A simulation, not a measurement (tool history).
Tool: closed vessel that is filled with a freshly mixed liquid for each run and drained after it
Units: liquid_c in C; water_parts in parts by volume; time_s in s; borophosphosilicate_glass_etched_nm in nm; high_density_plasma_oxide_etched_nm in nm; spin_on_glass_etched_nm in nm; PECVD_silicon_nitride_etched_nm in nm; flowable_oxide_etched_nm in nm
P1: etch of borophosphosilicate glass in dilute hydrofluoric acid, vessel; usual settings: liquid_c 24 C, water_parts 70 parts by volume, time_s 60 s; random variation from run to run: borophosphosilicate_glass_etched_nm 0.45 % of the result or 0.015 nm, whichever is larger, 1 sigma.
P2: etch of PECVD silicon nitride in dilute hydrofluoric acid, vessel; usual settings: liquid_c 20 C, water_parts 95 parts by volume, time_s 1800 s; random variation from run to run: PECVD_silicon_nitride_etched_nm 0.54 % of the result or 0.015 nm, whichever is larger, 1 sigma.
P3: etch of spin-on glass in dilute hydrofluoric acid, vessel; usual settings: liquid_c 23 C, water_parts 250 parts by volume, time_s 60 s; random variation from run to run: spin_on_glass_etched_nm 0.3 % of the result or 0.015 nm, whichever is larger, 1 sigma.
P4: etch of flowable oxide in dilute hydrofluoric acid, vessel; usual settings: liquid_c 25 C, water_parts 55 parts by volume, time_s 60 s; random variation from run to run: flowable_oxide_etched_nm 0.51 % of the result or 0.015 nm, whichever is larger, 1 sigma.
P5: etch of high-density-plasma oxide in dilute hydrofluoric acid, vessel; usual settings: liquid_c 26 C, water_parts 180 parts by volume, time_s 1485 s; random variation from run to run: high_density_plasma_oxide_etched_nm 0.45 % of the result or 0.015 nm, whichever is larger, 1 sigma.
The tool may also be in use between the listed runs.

run	hour	process	liquid_c	water_parts	time_s	hours since the thermometer was replaced	hours since the hydrofluoric acid flow meter was replaced	borophosphosilicate_glass_etched_nm	high_density_plasma_oxide_etched_nm	spin_on_glass_etched_nm	PECVD_silicon_nitride_etched_nm	flowable_oxide_etched_nm
1	15.4	P1	24	70	60	243.3	996.8	47.137				
2	31	P5	26	180	1485	258.9	1012.4		47.553			
3	43.4	P3	29.5	250	60	271.3	1024.8			12.812		
4	59	P1	24	70	60	286.9	1040.4	46.719				
5	74.5	P2	20	95	700	302.4	1055.9				9.7674	
6	90	P4	25	55	60	317.9	1071.4					67.345
7	108.3	P1	29	110	60	336.2	1089.7	34.462				
8	119.5	P4	25	90	60	347.4	1100.9					38.887
# hour 128.1: hydrofluoric acid flow meter replaced
9	131.5	P3	23	250	60	359.4	3.4			10.228		
10	150.1	P1	24	70	30	378	22	23.479				
11	164.2	P3	23	50	60	392.1	36.1			63.838		
12	178.8	P1	24	125	60	406.7	50.7	24.745				
13	194.4	P5	26	180	55	422.3	66.3		1.7791			
14	202.7	P2	20	95	1800	430.6	74.6				24.825	
15	215.6	P4	25	55	90	443.5	87.5					99.766
16	229.7	P2	20	95	1800	457.6	101.6				24.91	
17	239.8	P2	17	95	1800	467.7	111.7				20.101	
18	252.7	P1	19	70	60	480.6	124.6	38.45				
19	266.4	P5	26	45	1485	494.3	138.3		225.73			
20	282.8	P1	24	20	100	510.7	154.7	290.59				
21	299.3	P1	29.5	70	60	527.2	171.2	58.219				
22	308.7	P1	24	70	60	536.6	180.6	47.089				
23	327.6	P2	20	170	1800	555.5	199.5				14.06	
24	336.7	P4	17	55	60	564.6	208.6					47.793
25	345.2	P1	24	30	60	573.1	217.1	116.12				
26	353.4	P1	24	70	90	581.3	225.3	70.649				
27	367.8	P5	20	180	1485	595.7	239.7		38.039			
28	379.9	P3	23	250	100	607.8	251.8			16.99		
29	397.1	P1	24	70	60	625	269	47.315				
30	407.2	P1	24	70	60	635.1	279.1	46.923				
31	417.2	P1	24	70	60	645.1	289.1	46.3				
32	429.7	P1	24	70	60	657.6	301.6	45.495				
33	443.8	P1	24	70	60	671.7	315.7	44.948				
34	457.1	P1	24	70	60	685	329	44.509				
35	474.7	P1	24	70	60	702.6	346.6	44.178				

The next listed run, before its measurement:
36	492.5	P1	24	70	60	720.4	364.4	?				

{"run 36": {"borophosphosilicate_glass_etched_nm": 44.21}}
